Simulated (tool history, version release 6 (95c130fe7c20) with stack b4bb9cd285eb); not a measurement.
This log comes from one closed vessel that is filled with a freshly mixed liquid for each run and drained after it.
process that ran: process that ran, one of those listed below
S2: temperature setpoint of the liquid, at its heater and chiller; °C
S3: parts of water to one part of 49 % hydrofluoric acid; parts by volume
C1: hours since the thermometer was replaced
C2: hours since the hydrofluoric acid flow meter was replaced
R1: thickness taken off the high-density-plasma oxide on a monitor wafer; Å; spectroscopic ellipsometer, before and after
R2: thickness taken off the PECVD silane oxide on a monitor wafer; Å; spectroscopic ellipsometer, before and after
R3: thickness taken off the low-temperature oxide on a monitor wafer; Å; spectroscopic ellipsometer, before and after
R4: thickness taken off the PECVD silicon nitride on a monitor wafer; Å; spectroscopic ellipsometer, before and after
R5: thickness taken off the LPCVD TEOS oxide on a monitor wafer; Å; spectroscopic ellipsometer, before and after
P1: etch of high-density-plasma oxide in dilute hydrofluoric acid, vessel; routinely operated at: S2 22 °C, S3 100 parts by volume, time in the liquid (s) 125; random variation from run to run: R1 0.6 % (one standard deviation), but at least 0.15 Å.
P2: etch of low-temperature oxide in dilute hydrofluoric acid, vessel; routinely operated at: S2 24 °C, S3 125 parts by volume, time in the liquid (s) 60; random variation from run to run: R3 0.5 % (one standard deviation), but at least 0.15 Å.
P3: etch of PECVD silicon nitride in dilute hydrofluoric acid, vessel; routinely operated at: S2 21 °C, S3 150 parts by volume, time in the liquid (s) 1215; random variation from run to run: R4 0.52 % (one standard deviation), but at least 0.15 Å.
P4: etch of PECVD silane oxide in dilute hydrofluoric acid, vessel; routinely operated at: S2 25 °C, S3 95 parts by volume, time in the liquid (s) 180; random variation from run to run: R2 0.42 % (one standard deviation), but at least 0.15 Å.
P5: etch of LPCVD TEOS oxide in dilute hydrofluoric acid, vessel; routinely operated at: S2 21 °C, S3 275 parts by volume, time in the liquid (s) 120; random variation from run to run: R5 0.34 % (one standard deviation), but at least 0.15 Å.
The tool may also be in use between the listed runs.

{"run": 1, "hour": 3.5, "process that ran": "P1", "S2": 22, "S3": 100, "time in the liquid (s)": 125, "C1": 414.1, "C2": 207.4, "R1": 58.133}
{"run": 2, "hour": 7.7, "process that ran": "P4", "S2": 25, "S3": 170, "time in the liquid (s)": 180, "C1": 418.3, "C2": 211.6, "R2": 172.05}
{"run": 3, "hour": 11.7, "process that ran": "P1", "S2": 22, "S3": 160, "time in the liquid (s)": 65, "C1": 422.3, "C2": 215.6, "R1": 17.788}
{"run": 4, "hour": 15.1, "process that ran": "P1", "S2": 18, "S3": 100, "time in the liquid (s)": 125, "C1": 425.7, "C2": 219.0, "R1": 49.135}
{"run": 5, "hour": 18.6, "process that ran": "P2", "S2": 24, "S3": 225, "time in the liquid (s)": 60, "C1": 429.2, "C2": 222.5, "R3": 60.883}
{"run": 6, "hour": 21.8, "process that ran": "P4", "S2": 32, "S3": 95, "time in the liquid (s)": 180, "C1": 432.4, "C2": 225.7, "R2": 440.46}
{"run": 7, "hour": 25.5, "process that ran": "P3", "S2": 21, "S3": 150, "time in the liquid (s)": 1215, "C1": 436.1, "C2": 229.4, "R4": 250.33}
{"run": 8, "hour": 29.4, "process that ran": "P1", "S2": 22, "S3": 100, "time in the liquid (s)": 185, "C1": 440.0, "C2": 233.3, "R1": 85.545}
{"run": 9, "hour": 32.2, "process that ran": "P1", "S2": 22, "S3": 100, "time in the liquid (s)": 125, "C1": 442.8, "C2": 236.1, "R1": 58.31}
{"run": 10, "hour": 35.3, "process that ran": "P3", "S2": 17, "S3": 150, "time in the liquid (s)": 1215, "C1": 445.9, "C2": 239.2, "R4": 191.44}
{"run": 11, "hour": 38.8, "process that ran": "P2", "S2": 24, "S3": 125, "time in the liquid (s)": 60, "C1": 449.4, "C2": 242.7, "R3": 121.58}
{"run": 12, "hour": 40.8, "process that ran": "P4", "S2": 25, "S3": 95, "time in the liquid (s)": 90, "C1": 451.4, "C2": 244.7, "R2": 168.51}
{"run": 13, "hour": 43.2, "process that ran": "P1", "S2": 29, "S3": 100, "time in the liquid (s)": 125, "C1": 453.8, "C2": 247.1, "R1": 75.891}
{"run": 14, "hour": 46.8, "process that ran": "P2", "S2": 17, "S3": 125, "time in the liquid (s)": 60, "C1": 457.4, "C2": 250.7, "R3": 91.825}
{"run": 15, "hour": 50.1, "process that ran": "P1", "S2": 22, "S3": 100, "time in the liquid (s)": 125, "C1": 460.7, "C2": 254.0, "R1": 58.465}
{"run": 16, "hour": 53.5, "process that ran": "P2", "S2": 24, "S3": 125, "time in the liquid (s)": 30, "C1": 464.1, "C2": 257.4, "R3": 60.941}
{"run": 17, "hour": 56.8, "process that ran": "P4", "S2": 25, "S3": 95, "time in the liquid (s)": 180, "C1": 467.4, "C2": 260.7, "R2": 335.02}
{"run": 18, "hour": 61.0, "process that ran": "P1", "S2": 22, "S3": 100, "time in the liquid (s)": 60, "C1": 471.6, "C2": 264.9, "R1": 28.25}
{"run": 19, "hour": 63.5, "process that ran": "P5", "S2": 21, "S3": 275, "time in the liquid (s)": 175, "C1": 474.1, "C2": 267.4, "R5": 235.28}
{"run": 20, "hour": 66.3, "process that ran": "P4", "S2": 25, "S3": 95, "time in the liquid (s)": 180, "C1": 476.9, "C2": 270.2, "R2": 336.46}
{"run": 21, "hour": 69.8, "process that ran": "P3", "S2": 21, "S3": 150, "time in the liquid (s)": 2360, "C1": 480.4, "C2": 273.7, "R4": 487.55}
{"run": 22, "hour": 72.6, "process that ran": "P1", "S2": 22, "S3": 50, "time in the liquid (s)": 125, "C1": 483.2, "C2": 276.5, "R1": 122.87}
{"run": 23, "hour": 75.1, "process that ran": "P5", "S2": 21, "S3": 65, "time in the liquid (s)": 120, "C1": 485.7, "C2": 279.0, "R5": 854.58}
{"run": 24, "hour": 79.5, "process that ran": "P1", "S2": 22, "S3": 30, "time in the liquid (s)": 225, "C1": 490.1, "C2": 283.4, "R1": 381.14}
{"run": 25, "hour": 82.5, "process that ran": "P5", "S2": 21, "S3": 275, "time in the liquid (s)": 120, "C1": 493.1, "C2": 286.4, "R5": 161.8}
{"run": 26, "hour": 86.0, "process that ran": "P3", "S2": 21, "S3": 245, "time in the liquid (s)": 1215, "C1": 496.6, "C2": 289.9, "R4": 156.6}
{"run": 27, "hour": 88.0, "process that ran": "P1", "S2": 22, "S3": 100, "time in the liquid (s)": 125, "C1": 498.6, "C2": 291.9, "R1": 58.436}
{"run": 28, "hour": 90.9, "process that ran": "P1", "S2": 22, "S3": 175, "time in the liquid (s)": 125, "C1": 501.5, "C2": 294.8, "R1": 30.547}
{"run": 29, "hour": 93.2, "process that ran": "P5", "S2": 21, "S3": 275, "time in the liquid (s)": 120, "C1": 503.8, "C2": 297.1, "R5": 162.28}
{"run": 30, "hour": 96.8, "process that ran": "P5", "S2": 17, "S3": 275, "time in the liquid (s)": 120, "C1": 507.4, "C2": 300.7, "R5": 139.55}
{"run": 31, "hour": 100.6, "process that ran": "P1", "S2": 22, "S3": 100, "time in the liquid (s)": 125, "C1": 511.2, "C2": 304.5, "R1": 58.393}
{"run": 32, "hour": 102.7, "process that ran": "P1", "S2": 22, "S3": 100, "time in the liquid (s)": 125, "C1": 513.3, "C2": 306.6, "R1": 57.15}
{"run": 33, "hour": 106.2, "process that ran": "P1", "S2": 22, "S3": 100, "time in the liquid (s)": 125, "C1": 516.8, "C2": 310.1, "R1": 59.484}
{"run": 34, "hour": 110.6, "process that ran": "P1", "S2": 22, "S3": 100, "time in the liquid (s)": 125, "C1": 521.2, "C2": 314.5, "R1": 60.639}
{"run": 35, "hour": 114.7, "process that ran": "P1", "S2": 22, "S3": 100, "time in the liquid (s)": 125, "C1": 525.3, "C2": 318.6, "R1": 61.215}
{"run": 36, "hour": 118.2, "process that ran": "P1", "S2": 22, "S3": 100, "time in the liquid (s)": 125, "C1": 528.8, "C2": 322.1, "R1": 61.863}
{"run": 37, "hour": 120.3, "process that ran": "P1", "S2": 22, "S3": 100, "time in the liquid (s)": 125, "C1": 530.9, "C2": 324.2, "R1": 60.835}
{"run": 38, "hour": 122.5, "process that ran": "P1", "S2": 22, "S3": 100, "time in the liquid (s)": 125, "C1": 533.1, "C2": 326.4, "R1": 61.75}
{"run": 39, "hour": 125.5, "process that ran": "P1", "S2": 22, "S3": 100, "time in the liquid (s)": 125, "C1": 536.1, "C2": 329.4, "R1": 61.557}
{"run": 40, "hour": 127.6, "process that ran": "P1", "S2": 22, "S3": 100, "time in the liquid (s)": 125, "C1": 538.2, "C2": 331.5, "R1": 61.528}
{"run": 41, "hour": 130.5, "process that ran": "P1", "S2": 22, "S3": 100, "time in the liquid (s)": 125, "C1": 541.1, "C2": 334.4, "R1": 62.013}
{"run": 42, "hour": 134.1, "process that ran": "P1", "S2": 22, "S3": 100, "time in the liquid (s)": 125, "C1": 544.7, "C2": 338.0, "R1": 61.938}

What P1 gives has crept away from where it was. These 2 causes fit the log equally well, each at the size given:
A: liquid hotter than its thermometer reads (K) = 1.64
B: hydrofluoric acid flow above the setpoint (%) = 6.05
The process output started creeping at around hour 102.7.

Consider the 4 single-wafer check runs listed below, results given as question marks: which one distinguishes between the causes by giving clearly different results for each?
{"run": "check 1", "hour": 137.7, "process that ran": "P4", "S2": 25, "S3": 165, "time in the liquid (s)": 180, "R2": "?"}
{"run": "check 2", "hour": 137.7, "process that ran": "P5", "S2": 21, "S3": 95, "time in the liquid (s)": 120, "R5": "?"}
{"run": "check 3", "hour": 137.7, "process that ran": "P2", "S2": 17, "S3": 125, "time in the liquid (s)": 30, "R3": "?"}
{"run": "check 4", "hour": 137.7, "process that ran": "P3", "S2": 21, "S3": 150, "time in the liquid (s)": 2245, "R4": "?"}

Check results expected under each cause:
check=check_1 result=R2 if_A=189.03 if_B=190.68
check=check_2 result=R5 if_A=603.18 if_B=602.29
check=check_3 result=R3 if_A=49.334 if_B=49.247
check=check_4 result=R4 if_A=516.17 if_B=490.82
Separation of the two closest causes in each check, using whichever result separates them best: check 1 0.87 %; check 2 0.15 %; check 3 0.18 %; check 4 5.04 %
Only check 4 tells the causes apart: in the others they would give nearly the same result.

Running check 4 produced the following: R4 516.05 Å. Which one of the listed causes fits?

The cause is A: liquid hotter than its thermometer reads (K).
